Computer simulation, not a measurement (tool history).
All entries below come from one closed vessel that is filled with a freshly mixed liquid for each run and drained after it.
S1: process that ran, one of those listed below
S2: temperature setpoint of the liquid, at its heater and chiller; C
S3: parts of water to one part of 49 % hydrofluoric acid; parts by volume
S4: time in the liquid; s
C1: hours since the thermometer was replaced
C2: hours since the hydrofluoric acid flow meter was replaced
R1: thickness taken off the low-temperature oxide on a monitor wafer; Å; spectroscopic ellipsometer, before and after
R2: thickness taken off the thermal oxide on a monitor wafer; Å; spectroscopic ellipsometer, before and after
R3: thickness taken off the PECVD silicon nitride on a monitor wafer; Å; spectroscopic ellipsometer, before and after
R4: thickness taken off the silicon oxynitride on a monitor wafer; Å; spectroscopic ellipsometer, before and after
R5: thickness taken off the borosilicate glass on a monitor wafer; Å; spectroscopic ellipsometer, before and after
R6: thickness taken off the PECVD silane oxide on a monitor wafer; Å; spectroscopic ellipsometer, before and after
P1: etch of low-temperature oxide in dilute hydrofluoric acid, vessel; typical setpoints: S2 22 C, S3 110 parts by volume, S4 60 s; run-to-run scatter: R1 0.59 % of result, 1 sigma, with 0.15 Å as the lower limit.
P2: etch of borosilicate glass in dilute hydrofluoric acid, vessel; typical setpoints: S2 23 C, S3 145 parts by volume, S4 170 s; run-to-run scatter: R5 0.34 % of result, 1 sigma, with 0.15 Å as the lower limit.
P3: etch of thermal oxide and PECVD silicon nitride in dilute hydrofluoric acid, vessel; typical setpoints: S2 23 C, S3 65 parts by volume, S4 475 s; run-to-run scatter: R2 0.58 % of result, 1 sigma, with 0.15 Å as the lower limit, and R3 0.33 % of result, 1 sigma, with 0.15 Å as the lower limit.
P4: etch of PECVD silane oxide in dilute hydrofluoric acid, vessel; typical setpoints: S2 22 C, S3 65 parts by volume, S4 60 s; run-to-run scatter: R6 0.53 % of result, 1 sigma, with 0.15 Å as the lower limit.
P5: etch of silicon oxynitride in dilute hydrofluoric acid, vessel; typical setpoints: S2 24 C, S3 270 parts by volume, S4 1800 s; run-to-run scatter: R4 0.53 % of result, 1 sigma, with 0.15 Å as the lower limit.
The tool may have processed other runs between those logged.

run   hour  S1  S2   S3    S4     C1     C2       R1        R2       R3       R4      R5       R6
  1    3.7  P1  22  110    60  269.9  877.1   53.674
  2    5.8  P3  23   20   475  272.0  879.2           1220.500  711.810
  3    9.7  P1  22  110    30  275.9  883.1   26.618
  4   11.8  P1  22   20    60  278.0  885.2  327.110
  5   14.2  P1  22  190    60  280.4  887.6   27.973
  6   16.7  P1  22  110    60  282.9  890.1   52.796
  7   19.4  P5  24  270  1800  285.6  892.8                              111.980
  8   22.4  P3  23   65   475  288.6  895.8            354.610  226.680
  9   26.4  P5  24   70  1800  292.6  899.8                              507.370
 10   28.7  P1  22   60    85  294.9  902.1  145.600
 11   32.0  P3  23   65   105  298.2  905.4             78.116   50.378
 12   34.0  P2  23  145   295  300.2  907.4                                       604.01
 13   38.0  P1  22  110   115  304.2  911.4  100.870
 14   41.7  P5  19  270  1800  307.9  915.1                               90.696
 15   45.3  P2  23   70   170  311.5  918.7                                       790.15
 16   47.4  P4  22   65    60  313.6  920.8                                               133.110
 17   50.4  P5  24  270  1800  316.6  923.8                              113.970
 18   53.6  P2  23  145   170  319.8  927.0                                       347.54
 19   56.0  P1  22  110    60  322.2  929.4   53.656
 20   58.2  P1  22  110    60  324.4  931.6   53.054
 21   61.1  P4  22   65    30  327.3  934.5                                                66.921
 22   63.3  P4  22  105    60  329.5  936.7                                                78.802
 23   65.9  P3  17   65   475  332.1  939.3            276.790  150.090
 24   69.6  P1  17  110    60  335.8  943.0   43.787
 25   71.5  P1  22  110    60  337.7  944.9   52.478
 26   74.4  P4  27   65    60  340.6  947.8                                               164.190
 27   78.5  P5  24  270   250  344.7  951.9                               15.645
 28   82.0  P2  17  145   170  348.2  955.4                                       274.40
 29   84.3  P1  26  110    60  350.5  957.7   62.136
 30   88.0  P1  22  110    60  354.2  961.4   52.843
 31   91.1  P3  23   65   475  357.3  964.5            355.680  226.680
 32   95.3  P1  22  110    60  361.5  968.7   52.825
 33   98.4  P1  22  110    60  364.6  971.8   55.114
 34  101.5  P1  22  110    60  367.7  974.9   55.898
 35  104.4  P1  22  110    60  370.6  977.8   55.815
 36  106.3  P1  22  110    60  372.5  979.7   56.549
 37  110.3  P1  22  110    60  376.5  983.7   56.412
 38  114.5  P1  22  110    60  380.7  987.9   57.690
 39  118.6  P1  22  110    60  384.8  992.0   56.919

Compared with where it was, what P1 gives has crept away. Each cause listed below fits the log as well as the rest, at the size given for it:
A: liquid hotter than its thermometer reads (K) = 1.92
B: hydrofluoric acid flow above the setpoint (%) = 7.02
The creep began at about hour 95.3.

4 check runs are offered, one wafer each, their results left as question marks. Which one tells the causes apart?
check 1  122.7  P3  23.0   20  185               ?   ?
check 2  122.7  P4  26.5  105   60                               ?
check 3  122.7  P5  24.0  175  850                       ?
check 4  122.7  P2  23.0  145  240                           ?

Predicted outcomes, by check and by cause:
  check  result     if A     if B
check 1      R2  516.610  510.640
check 1      R3  315.940  295.380
check 2      R6  101.330  101.680
check 3      R4   96.313   95.426
check 4      R5   528.55   531.15
Per check, the gap between the least separated pair of causes, taken in the result that splits them most: check 1 6.73 %; check 2 0.34 %; check 3 0.93 %; check 4 0.49 %
The other checks would show nearly matching results whichever cause is true, so check 1 is the only one that separates the causes.

Then check 1 was run and gave: R2 515.800 Å; R3 316.390 Å. Which cause is it?

It is A: liquid hotter than its thermometer reads (K).

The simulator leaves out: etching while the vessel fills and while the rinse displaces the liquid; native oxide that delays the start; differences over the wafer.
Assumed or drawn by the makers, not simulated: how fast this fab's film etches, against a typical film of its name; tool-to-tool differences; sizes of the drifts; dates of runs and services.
